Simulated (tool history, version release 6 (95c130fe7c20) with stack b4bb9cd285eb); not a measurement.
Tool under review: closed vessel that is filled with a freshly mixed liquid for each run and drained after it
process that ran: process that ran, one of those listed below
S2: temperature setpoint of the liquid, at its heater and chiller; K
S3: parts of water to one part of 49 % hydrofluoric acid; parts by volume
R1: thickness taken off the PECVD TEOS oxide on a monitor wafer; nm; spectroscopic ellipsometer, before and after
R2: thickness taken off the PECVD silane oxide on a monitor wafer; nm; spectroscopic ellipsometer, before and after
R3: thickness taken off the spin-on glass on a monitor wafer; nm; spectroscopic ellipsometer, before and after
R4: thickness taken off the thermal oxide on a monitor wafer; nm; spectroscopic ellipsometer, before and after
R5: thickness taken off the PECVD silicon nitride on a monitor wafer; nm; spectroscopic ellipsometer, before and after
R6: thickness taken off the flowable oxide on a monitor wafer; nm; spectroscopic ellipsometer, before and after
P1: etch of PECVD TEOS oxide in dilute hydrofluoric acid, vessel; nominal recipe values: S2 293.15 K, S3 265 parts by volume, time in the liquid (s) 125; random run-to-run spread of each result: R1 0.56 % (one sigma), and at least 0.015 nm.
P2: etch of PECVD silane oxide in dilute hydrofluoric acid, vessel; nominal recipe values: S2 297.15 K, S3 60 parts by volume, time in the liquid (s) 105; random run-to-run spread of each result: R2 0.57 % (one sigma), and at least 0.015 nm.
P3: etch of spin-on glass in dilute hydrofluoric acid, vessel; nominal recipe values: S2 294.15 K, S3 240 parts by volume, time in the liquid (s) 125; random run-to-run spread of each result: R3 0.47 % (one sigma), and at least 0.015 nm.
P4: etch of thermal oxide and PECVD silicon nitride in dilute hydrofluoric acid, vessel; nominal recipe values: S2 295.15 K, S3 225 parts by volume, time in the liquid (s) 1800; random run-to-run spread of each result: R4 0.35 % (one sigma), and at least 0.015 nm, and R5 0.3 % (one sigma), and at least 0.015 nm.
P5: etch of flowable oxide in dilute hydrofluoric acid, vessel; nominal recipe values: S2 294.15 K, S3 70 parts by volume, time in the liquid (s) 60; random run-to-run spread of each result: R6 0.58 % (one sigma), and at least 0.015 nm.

Run 1, day 0.125: process that ran P1, S2 293.15 K, S3 265 parts by volume, time in the liquid (s) 125. Result: R1 6.6095 nm.
Run 2, day 0.254: process that ran P2, S2 297.15 K, S3 40 parts by volume, time in the liquid (s) 105. Result: R2 60.357 nm.
Run 3, day 0.362: process that ran P3, S2 294.15 K, S3 415 parts by volume, time in the liquid (s) 125. Result: R3 10.069 nm.
Run 4, day 0.533: process that ran P1, S2 290.15 K, S3 265 parts by volume, time in the liquid (s) 125. Result: R1 5.8723 nm.
Run 5, day 0.704: process that ran P4, S2 290.15 K, S3 225 parts by volume, time in the liquid (s) 1800. Result: R4 26.509 nm, R5 29.611 nm.
Run 6, day 0.850: process that ran P1, S2 293.15 K, S3 265 parts by volume, time in the liquid (s) 125. Result: R1 6.5574 nm.
Run 7, day 0.992: process that ran P3, S2 302.15 K, S3 240 parts by volume, time in the liquid (s) 125. Result: R3 27.085 nm.
Run 8, day 1.150: process that ran P1, S2 293.15 K, S3 265 parts by volume, time in the liquid (s) 210. Result: R1 11.0550 nm.
Run 9, day 1.317: process that ran P2, S2 290.15 K, S3 60 parts by volume, time in the liquid (s) 105. Result: R2 29.036 nm.
Run 10, day 1.496: process that ran P5, S2 302.15 K, S3 70 parts by volume, time in the liquid (s) 60. Result: R6 50.248 nm.
Run 11, day 1.617: process that ran P2, S2 297.15 K, S3 60 parts by volume, time in the liquid (s) 105. Result: R2 39.464 nm.
Run 12, day 1.733: process that ran P5, S2 294.15 K, S3 70 parts by volume, time in the liquid (s) 60. Result: R6 36.828 nm.
Run 13, day 1.867: process that ran P4, S2 295.15 K, S3 75 parts by volume, time in the liquid (s) 1800. Result: R4 112.960 nm, R5 120.590 nm.
Run 14, day 1.975: process that ran P1, S2 290.15 K, S3 265 parts by volume, time in the liquid (s) 230. Result: R1 10.8200 nm.
Run 15, day 2.079: process that ran P1, S2 293.15 K, S3 265 parts by volume, time in the liquid (s) 125. Result: R1 6.6158 nm.
Run 16, day 2.229: process that ran P1, S2 293.15 K, S3 265 parts by volume, time in the liquid (s) 45. Result: R1 2.3625 nm.
Run 17, day 2.333: process that ran P2, S2 297.15 K, S3 60 parts by volume, time in the liquid (s) 105. Result: R2 38.946 nm.
Run 18, day 2.458: process that ran P2, S2 297.15 K, S3 60 parts by volume, time in the liquid (s) 30. Result: R2 11.178 nm.
Run 19, day 2.546: process that ran P3, S2 294.15 K, S3 240 parts by volume, time in the liquid (s) 210. Result: R3 33.962 nm.
Run 20, day 2.708: process that ran P4, S2 295.15 K, S3 225 parts by volume, time in the liquid (s) 2955. Result: R4 52.787 nm, R5 67.227 nm.
Run 21, day 2.900: process that ran P1, S2 293.15 K, S3 430 parts by volume, time in the liquid (s) 220. Result: R1 6.1795 nm.
Run 22, day 3.017: process that ran P1, S2 290.15 K, S3 265 parts by volume, time in the liquid (s) 230. Result: R1 10.8150 nm.
Run 23, day 3.162: process that ran P4, S2 295.15 K, S3 225 parts by volume, time in the liquid (s) 1800. Result: R4 32.203 nm, R5 41.042 nm.
Run 24, day 3.312: process that ran P1, S2 293.15 K, S3 265 parts by volume, time in the liquid (s) 125. Result: R1 6.5745 nm.
Run 25, day 3.458: process that ran P1, S2 298.15 K, S3 265 parts by volume, time in the liquid (s) 125. Result: R1 7.9436 nm.
Run 26, day 3.562: process that ran P1, S2 293.15 K, S3 475 parts by volume, time in the liquid (s) 125. Result: R1 3.0633 nm.
Run 27, day 3.733: process that ran P3, S2 294.15 K, S3 240 parts by volume, time in the liquid (s) 125. Result: R3 20.349 nm.
Run 28, day 3.917: process that ran P5, S2 294.15 K, S3 110 parts by volume, time in the liquid (s) 60. Result: R6 22.236 nm.
Run 29, day 4.104: process that ran P1, S2 293.15 K, S3 145 parts by volume, time in the liquid (s) 125. Result: R1 13.5810 nm.
Run 30, day 4.292: process that ran P5, S2 294.15 K, S3 70 parts by volume, time in the liquid (s) 95. Result: R6 57.912 nm.
Run 31, day 4.433: process that ran P1, S2 293.15 K, S3 265 parts by volume, time in the liquid (s) 125. Result: R1 6.6315 nm.
Run 32, day 4.567: process that ran P1, S2 293.15 K, S3 265 parts by volume, time in the liquid (s) 125. Result: R1 6.6717 nm.
Run 33, day 4.683: process that ran P1, S2 293.15 K, S3 265 parts by volume, time in the liquid (s) 125. Result: R1 6.6990 nm.
Run 34, day 4.850: process that ran P1, S2 293.15 K, S3 265 parts by volume, time in the liquid (s) 125. Result: R1 6.8359 nm.
Run 35, day 5.033: process that ran P1, S2 293.15 K, S3 265 parts by volume, time in the liquid (s) 125. Result: R1 6.8333 nm.
Run 36, day 5.217: process that ran P1, S2 293.15 K, S3 265 parts by volume, time in the liquid (s) 125. Result: R1 6.8796 nm.
Run 37, day 5.404: process that ran P1, S2 293.15 K, S3 265 parts by volume, time in the liquid (s) 125. Result: R1 6.9222 nm.
Run 38, day 5.533: process that ran P1, S2 293.15 K, S3 265 parts by volume, time in the liquid (s) 125. Result: R1 6.8618 nm.
Run 39, day 5.633: process that ran P1, S2 293.15 K, S3 265 parts by volume, time in the liquid (s) 125. Result: R1 6.9751 nm.
Run 40, day 5.775: process that ran P1, S2 293.15 K, S3 265 parts by volume, time in the liquid (s) 125. Result: R1 6.9442 nm.
Run 41, day 5.929: process that ran P1, S2 293.15 K, S3 265 parts by volume, time in the liquid (s) 125. Result: R1 6.9057 nm.
Run 42, day 6.038: process that ran P1, S2 293.15 K, S3 265 parts by volume, time in the liquid (s) 125. Result: R1 6.9568 nm.

What P1 gives has crept off from where it sat before. The 2 causes that follow fit the log equally well, each at the size noted:
A: liquid hotter than its thermometer reads (K) = 1.53
B: hydrofluoric acid flow above the setpoint (%) = 4.64
The creep began at about day 4.433.

Which of the 4 check runs listed below separates the causes, so that each cause would produce a clearly different result? Each run uses one wafer, and its results are marked with question marks.
Run check 1, day 6.146: process that ran P2, S2 297.15 K, S3 60 parts by volume, time in the liquid (s) 105. Result: R2 ?.
Run check 2, day 6.146: process that ran P4, S2 295.15 K, S3 225 parts by volume, time in the liquid (s) 1800. Result: R4 ?, R5 ?.
Run check 3, day 6.146: process that ran P5, S2 294.15 K, S3 70 parts by volume, time in the liquid (s) 60. Result: R6 ?.
Run check 4, day 6.146: process that ran P3, S2 294.15 K, S3 240 parts by volume, time in the liquid (s) 125. Result: R3 ?.

What each check would give under each cause:
  check  result    if A    if B
check 1      R2  41.686  41.138
check 2      R4  33.924  33.889
check 2      R5  45.176  42.865
check 3      R6  38.711  38.167
check 4      R3  21.451  21.432
Gap, in per cent, between the two causes that each check separates least, read from the result that separates them most: check 1 1.32 %; check 2 5.25 %; check 3 1.41 %; check 4 0.09 %
Only check 2 tells the causes apart: in the others they would give nearly the same result.

Check 2 was carried out, with these results: R4 34.127 nm; R5 45.112 nm. Which of the listed causes is responsible?

It is A: liquid hotter than its thermometer reads (K).
